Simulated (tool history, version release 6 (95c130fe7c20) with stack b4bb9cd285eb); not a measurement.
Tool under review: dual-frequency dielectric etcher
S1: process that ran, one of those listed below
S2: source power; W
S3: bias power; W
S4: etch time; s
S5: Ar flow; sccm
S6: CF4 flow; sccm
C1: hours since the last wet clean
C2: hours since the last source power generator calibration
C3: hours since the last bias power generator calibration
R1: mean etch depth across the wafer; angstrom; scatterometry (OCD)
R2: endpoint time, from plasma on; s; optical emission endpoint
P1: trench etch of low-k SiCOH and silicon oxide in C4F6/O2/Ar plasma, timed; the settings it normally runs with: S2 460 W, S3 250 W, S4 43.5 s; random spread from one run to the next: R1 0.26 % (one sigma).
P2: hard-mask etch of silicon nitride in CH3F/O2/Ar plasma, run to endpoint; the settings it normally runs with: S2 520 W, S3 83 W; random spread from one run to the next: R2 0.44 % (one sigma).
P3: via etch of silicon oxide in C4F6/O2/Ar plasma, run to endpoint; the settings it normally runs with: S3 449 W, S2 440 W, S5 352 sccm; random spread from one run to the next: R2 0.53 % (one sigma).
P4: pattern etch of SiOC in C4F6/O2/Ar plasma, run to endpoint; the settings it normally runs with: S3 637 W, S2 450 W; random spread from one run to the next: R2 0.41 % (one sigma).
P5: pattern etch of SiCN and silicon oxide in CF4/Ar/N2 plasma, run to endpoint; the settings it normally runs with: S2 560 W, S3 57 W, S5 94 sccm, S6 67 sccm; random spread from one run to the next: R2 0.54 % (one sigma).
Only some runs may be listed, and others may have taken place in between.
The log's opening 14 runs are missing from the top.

run    day  S1   S2   S3    S4   S5  S6     C1      C2     C3      R1      R2
 15   4.65  P1  340  250  43.5           414.6    1242  538.3    1385
 16  5.075  P1  580  250    59           424.8  1252.2  548.5  2294.1
 17  5.429  P5  560   57         94  67  433.3  1260.7    557          11.405
 18   5.65  P5  560   57         94  67  438.6    1266  562.3          11.434
 19  5.929  P4  450  637                 445.3  1272.7    569          15.283
 20  6.217  P3  440  600        352      452.2  1279.6  575.9          24.202
 21  6.658  P1  460  250  43.5           462.8  1290.2  586.5  1546.5
 22  6.912  P2  520   83                 468.9  1296.3  592.6          56.617
 23  7.154  P1  350  164  43.5           474.7  1302.1  598.4  1219.6
 24  7.375  P5  560   57         57  67    480  1307.4  603.7          10.461
 25    7.7  P3  440  449        352      487.8  1315.2  611.5          26.901
 26  8.012  P3  440  449        233      495.3  1322.7    619          25.803
 27  8.429  P1  600  250  43.5           505.3  1332.7    629  1709.4
 28  8.712  P2  520   83                 512.1  1339.5  635.8          56.835
 29  9.125  P2  520   54                   522  1349.4  645.7          65.693
 30  9.446  P5  380   57         94  67  529.7  1357.1  653.4          15.981
 31  9.783  P1  460  250  43.5           537.8  1365.2  661.5  1549.4
 32  10.15  P1  460  250  43.5           546.6    1374  670.3  1534.5

Expected results for the next run?
 33  10.438  P1  460  250  43.5          553.5  1380.9  677.2   ?

{"run 33": {"R1": 1530.3}}

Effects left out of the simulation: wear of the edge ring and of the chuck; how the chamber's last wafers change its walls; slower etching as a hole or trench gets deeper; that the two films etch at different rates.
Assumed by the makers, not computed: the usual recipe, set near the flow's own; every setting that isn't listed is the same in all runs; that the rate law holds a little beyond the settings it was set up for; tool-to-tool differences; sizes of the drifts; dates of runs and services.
